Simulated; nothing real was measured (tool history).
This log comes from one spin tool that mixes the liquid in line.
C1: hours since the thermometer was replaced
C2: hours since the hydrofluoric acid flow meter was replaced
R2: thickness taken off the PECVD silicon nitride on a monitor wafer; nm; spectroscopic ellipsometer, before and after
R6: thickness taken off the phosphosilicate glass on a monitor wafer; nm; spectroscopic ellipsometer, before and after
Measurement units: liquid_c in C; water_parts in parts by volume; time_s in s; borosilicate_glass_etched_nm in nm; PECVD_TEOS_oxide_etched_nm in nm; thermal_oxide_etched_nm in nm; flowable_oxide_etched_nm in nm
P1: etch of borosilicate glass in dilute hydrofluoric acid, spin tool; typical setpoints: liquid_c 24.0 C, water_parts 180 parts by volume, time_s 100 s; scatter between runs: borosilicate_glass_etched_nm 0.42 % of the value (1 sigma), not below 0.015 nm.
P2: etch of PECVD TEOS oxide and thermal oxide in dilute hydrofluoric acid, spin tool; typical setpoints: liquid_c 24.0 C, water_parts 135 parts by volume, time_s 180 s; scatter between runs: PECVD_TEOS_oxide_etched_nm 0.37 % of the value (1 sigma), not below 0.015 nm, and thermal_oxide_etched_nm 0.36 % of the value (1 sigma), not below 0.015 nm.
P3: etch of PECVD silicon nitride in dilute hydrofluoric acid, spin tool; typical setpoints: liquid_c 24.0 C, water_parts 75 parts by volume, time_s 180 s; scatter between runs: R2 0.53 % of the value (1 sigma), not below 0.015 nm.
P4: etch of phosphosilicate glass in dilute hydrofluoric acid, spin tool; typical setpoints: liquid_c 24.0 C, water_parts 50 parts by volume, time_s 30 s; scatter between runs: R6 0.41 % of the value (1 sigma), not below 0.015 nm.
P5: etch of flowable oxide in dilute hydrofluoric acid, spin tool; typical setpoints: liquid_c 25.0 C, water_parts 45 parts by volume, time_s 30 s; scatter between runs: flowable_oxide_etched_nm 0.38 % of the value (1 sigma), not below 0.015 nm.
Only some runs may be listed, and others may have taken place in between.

Run 1, hour 3.1: process P1, liquid_c 24.0 C, water_parts 180 parts by volume, time_s 100 s; C1 467.5; C2 166.2. Result: borosilicate_glass_etched_nm 13.1690 nm.
Run 2, hour 8.2: process P1, liquid_c 29.0 C, water_parts 300 parts by volume, time_s 100 s; C1 472.6; C2 171.3. Result: borosilicate_glass_etched_nm 8.2308 nm.
Run 3, hour 12.8: process P3, liquid_c 24.0 C, water_parts 75 parts by volume, time_s 180 s; C1 477.2; C2 175.9. Result: R2 5.8296 nm.
Run 4, hour 15.2: process P2, liquid_c 24.0 C, water_parts 135 parts by volume, time_s 330 s; C1 479.6; C2 178.3. Result: PECVD_TEOS_oxide_etched_nm 28.5940 nm, thermal_oxide_etched_nm 11.0350 nm.
Run 5, hour 20.1: process P1, liquid_c 24.0 C, water_parts 180 parts by volume, time_s 100 s; C1 484.5; C2 183.2. Result: borosilicate_glass_etched_nm 13.1540 nm.
Run 6, hour 22.7: process P2, liquid_c 19.0 C, water_parts 135 parts by volume, time_s 180 s; C1 487.1; C2 185.8. Result: PECVD_TEOS_oxide_etched_nm 12.8320 nm, thermal_oxide_etched_nm 4.9318 nm.
Run 7, hour 26.6: process P1, liquid_c 17.0 C, water_parts 180 parts by volume, time_s 100 s; C1 491.0; C2 189.7. Result: borosilicate_glass_etched_nm 9.9752 nm.
Run 8, hour 29.3: process P1, liquid_c 29.0 C, water_parts 180 parts by volume, time_s 175 s; C1 493.7; C2 192.4. Result: borosilicate_glass_etched_nm 27.5780 nm.
Run 9, hour 33.7: process P1, liquid_c 24.0 C, water_parts 180 parts by volume, time_s 100 s; C1 498.1; C2 196.8. Result: borosilicate_glass_etched_nm 13.1360 nm.
Run 10, hour 37.7: process P3, liquid_c 31.5 C, water_parts 75 parts by volume, time_s 180 s; C1 502.1; C2 200.8. Result: R2 9.4728 nm.
Run 11, hour 42.5: process P1, liquid_c 24.0 C, water_parts 180 parts by volume, time_s 100 s; C1 506.9; C2 205.6. Result: borosilicate_glass_etched_nm 13.0380 nm.
Run 12, hour 47.0: process P3, liquid_c 24.0 C, water_parts 75 parts by volume, time_s 60 s; C1 511.4; C2 210.1. Result: R2 1.9666 nm.
Run 13, hour 51.2: process P1, liquid_c 24.0 C, water_parts 95 parts by volume, time_s 100 s; C1 515.6; C2 214.3. Result: borosilicate_glass_etched_nm 27.4790 nm.
Run 14, hour 55.2: process P3, liquid_c 24.0 C, water_parts 35 parts by volume, time_s 180 s; C1 519.6; C2 218.3. Result: R2 12.4130 nm.
Run 15, hour 59.9: process P5, liquid_c 33.0 C, water_parts 45 parts by volume, time_s 30 s; C1 524.3; C2 223.0. Result: flowable_oxide_etched_nm 23.986 nm.
Run 16, hour 62.7: process P1, liquid_c 24.0 C, water_parts 180 parts by volume, time_s 100 s; C1 527.1; C2 225.8. Result: borosilicate_glass_etched_nm 13.2390 nm.
Run 17, hour 66.9: process P1, liquid_c 24.0 C, water_parts 180 parts by volume, time_s 175 s; C1 531.3; C2 230.0. Result: borosilicate_glass_etched_nm 22.8900 nm.
Run 18, hour 69.5: process P1, liquid_c 24.0 C, water_parts 180 parts by volume, time_s 35 s; C1 533.9; C2 232.6. Result: borosilicate_glass_etched_nm 4.6098 nm.
Run 19, hour 73.9: process P4, liquid_c 24.0 C, water_parts 85 parts by volume, time_s 30 s; C1 538.3; C2 237.0. Result: R6 21.716 nm.
Run 20, hour 78.4: process P1, liquid_c 24.0 C, water_parts 330 parts by volume, time_s 100 s; C1 542.8; C2 241.5. Result: borosilicate_glass_etched_nm 6.1038 nm.
Run 21, hour 81.6: process P5, liquid_c 25.0 C, water_parts 45 parts by volume, time_s 30 s; C1 546.0; C2 244.7. Result: flowable_oxide_etched_nm 17.605 nm.
Run 22, hour 86.8: process P5, liquid_c 25.0 C, water_parts 45 parts by volume, time_s 15 s; C1 551.2; C2 249.9. Result: flowable_oxide_etched_nm 8.753 nm.
Run 23, hour 91.8: process P1, liquid_c 31.5 C, water_parts 180 parts by volume, time_s 100 s; C1 556.2; C2 254.9. Result: borosilicate_glass_etched_nm 17.1080 nm.
Run 24, hour 94.2: process P2, liquid_c 24.0 C, water_parts 135 parts by volume, time_s 180 s; C1 558.6; C2 257.3. Result: PECVD_TEOS_oxide_etched_nm 15.5050 nm, thermal_oxide_etched_nm 6.0131 nm.
Run 25, hour 98.1: process P4, liquid_c 24.0 C, water_parts 50 parts by volume, time_s 30 s; C1 562.5; C2 261.2. Result: R6 38.308 nm.
Run 26, hour 102.1: process P1, liquid_c 24.0 C, water_parts 180 parts by volume, time_s 100 s; C1 566.5; C2 265.2. Result: borosilicate_glass_etched_nm 13.0700 nm.
Run 27, hour 106.5: process P2, liquid_c 24.0 C, water_parts 135 parts by volume, time_s 180 s; C1 570.9; C2 269.6. Result: PECVD_TEOS_oxide_etched_nm 15.5560 nm, thermal_oxide_etched_nm 6.0459 nm.
Run 28, hour 110.7: process P4, liquid_c 31.5 C, water_parts 50 parts by volume, time_s 30 s; C1 575.1; C2 273.8. Result: R6 51.931 nm.
Run 29, hour 113.3: process P2, liquid_c 24.0 C, water_parts 200 parts by volume, time_s 180 s; C1 577.7; C2 276.4. Result: PECVD_TEOS_oxide_etched_nm 9.7604 nm, thermal_oxide_etched_nm 3.7509 nm.
Run 30, hour 118.5: process P5, liquid_c 25.0 C, water_parts 70 parts by volume, time_s 30 s; C1 582.9; C2 281.6. Result: flowable_oxide_etched_nm 10.888 nm.
Run 31, hour 122.6: process P5, liquid_c 25.0 C, water_parts 45 parts by volume, time_s 30 s; C1 587.0; C2 285.7. Result: flowable_oxide_etched_nm 17.478 nm.
Run 32, hour 126.0: process P4, liquid_c 24.0 C, water_parts 50 parts by volume, time_s 50 s; C1 590.4; C2 289.1. Result: R6 63.705 nm.
Run 33, hour 130.6: process P1, liquid_c 24.0 C, water_parts 180 parts by volume, time_s 100 s; C1 595.0; C2 293.7. Result: borosilicate_glass_etched_nm 13.1490 nm.
Run 34, hour 134.0: process P1, liquid_c 24.0 C, water_parts 180 parts by volume, time_s 100 s; C1 598.4; C2 297.1. Result: borosilicate_glass_etched_nm 13.6270 nm.
Run 35, hour 137.0: process P1, liquid_c 24.0 C, water_parts 180 parts by volume, time_s 100 s; C1 601.4; C2 300.1. Result: borosilicate_glass_etched_nm 13.9600 nm.
Run 36, hour 141.9: process P1, liquid_c 24.0 C, water_parts 180 parts by volume, time_s 100 s; C1 606.3; C2 305.0. Result: borosilicate_glass_etched_nm 13.9900 nm.
Run 37, hour 146.4: process P1, liquid_c 24.0 C, water_parts 180 parts by volume, time_s 100 s; C1 610.8; C2 309.5. Result: borosilicate_glass_etched_nm 14.0100 nm.
Run 38, hour 150.4: process P1, liquid_c 24.0 C, water_parts 180 parts by volume, time_s 100 s; C1 614.8; C2 313.5. Result: borosilicate_glass_etched_nm 14.2960 nm.
Run 39, hour 155.7: process P1, liquid_c 24.0 C, water_parts 180 parts by volume, time_s 100 s; C1 620.1; C2 318.8. Result: borosilicate_glass_etched_nm 14.1170 nm.

P1 no longer gives what it gave before; its output has crept away from where it was. The following 2 causes, each at its listed size, fit the log equally well:
A: hydrofluoric acid flow above the setpoint (%) = 6.83
B: liquid hotter than its thermometer reads (K) = 2.13
The onset of the drift is placed at about hour 130.6.

Each of the 4 check runs below uses one wafer; its results are left as question marks. Which run tells the causes apart?
Run check 1, hour 161.0: process P5, liquid_c 32.5 C, water_parts 60 parts by volume, time_s 30 s. Result: flowable_oxide_etched_nm ?.
Run check 2, hour 161.0: process P4, liquid_c 29.5 C, water_parts 70 parts by volume, time_s 30 s. Result: R6 ?.
Run check 3, hour 161.0: process P2, liquid_c 20.0 C, water_parts 135 parts by volume, time_s 180 s. Result: PECVD_TEOS_oxide_etched_nm ?, thermal_oxide_etched_nm ?.
Run check 4, hour 161.0: process P3, liquid_c 27.5 C, water_parts 75 parts by volume, time_s 75 s. Result: R2 ?.

Check results expected under each cause:
  check                      result     if A     if B
check 1    flowable_oxide_etched_nm   18.558   18.709
check 2                          R6   35.774   36.093
check 3  PECVD_TEOS_oxide_etched_nm  14.3230  14.4590
check 3     thermal_oxide_etched_nm   5.5336   5.5859
check 4                          R2   3.2696   3.5114
Separation of the two closest causes in each check, using whichever result separates them best: check 1 0.81 %; check 2 0.89 %; check 3 0.94 %; check 4 7.14 %
Of the check runs offered, only check 4 discriminates between the causes; the rest would read about the same regardless of which cause applies.

Running check 4 produced the following: R2 3.2752 nm. Which one of the listed causes fits?

It was cause A: hydrofluoric acid flow above the setpoint (%).

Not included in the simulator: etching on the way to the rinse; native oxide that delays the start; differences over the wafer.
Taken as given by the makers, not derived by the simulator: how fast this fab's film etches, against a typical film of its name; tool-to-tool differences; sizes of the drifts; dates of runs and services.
